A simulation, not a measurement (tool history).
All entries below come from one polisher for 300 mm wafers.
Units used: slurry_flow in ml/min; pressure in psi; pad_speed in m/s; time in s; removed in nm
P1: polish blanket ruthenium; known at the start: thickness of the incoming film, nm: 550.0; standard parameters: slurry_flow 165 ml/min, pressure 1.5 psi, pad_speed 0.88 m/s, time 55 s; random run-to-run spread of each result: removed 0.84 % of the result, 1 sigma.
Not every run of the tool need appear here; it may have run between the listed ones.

| run | hour | slurry_flow | pressure | pad_speed | time | removed |
|---|---|---|---|---|---|---|
| 1 | 7.5 | 165 | 1.5 | 0.88 | 55 | 36.99 |
| 2 | 15 | 165 | 2.3 | 0.88 | 55 | 57.81 |
| 3 | 28.1 | 165 | 1.5 | 0.88 | 55 | 37.281 |
| 4 | 42.1 | 165 | 1 | 1.16 | 55 | 33.177 |
| 5 | 54.8 | 165 | 1.5 | 1.36 | 55 | 57.995 |
| 6 | 65.2 | 165 | 0.9 | 0.88 | 55 | 22.277 |
| 7 | 74.9 | 255 | 1.5 | 0.88 | 55 | 40.055 |
| 8 | 83.8 | 165 | 1.5 | 0.88 | 55 | 37.502 |
| 9 | 97.8 | 100 | 1.5 | 0.88 | 55 | 34.078 |
| 10 | 107.3 | 165 | 2 | 1.18 | 55 | 68.281 |
| 11 | 118.1 | 165 | 1.5 | 0.88 | 55 | 37.166 |
| 12 | 127.9 | 165 | 1.5 | 0.88 | 55 | 37.53 |
| 13 | 136.8 | 165 | 1.5 | 0.88 | 41 | 28.307 |

Expected results for the next run?
| 14 | 145.9 | 165 | 2 | 0.88 | 28 | ? |

removed: 25.672 nm

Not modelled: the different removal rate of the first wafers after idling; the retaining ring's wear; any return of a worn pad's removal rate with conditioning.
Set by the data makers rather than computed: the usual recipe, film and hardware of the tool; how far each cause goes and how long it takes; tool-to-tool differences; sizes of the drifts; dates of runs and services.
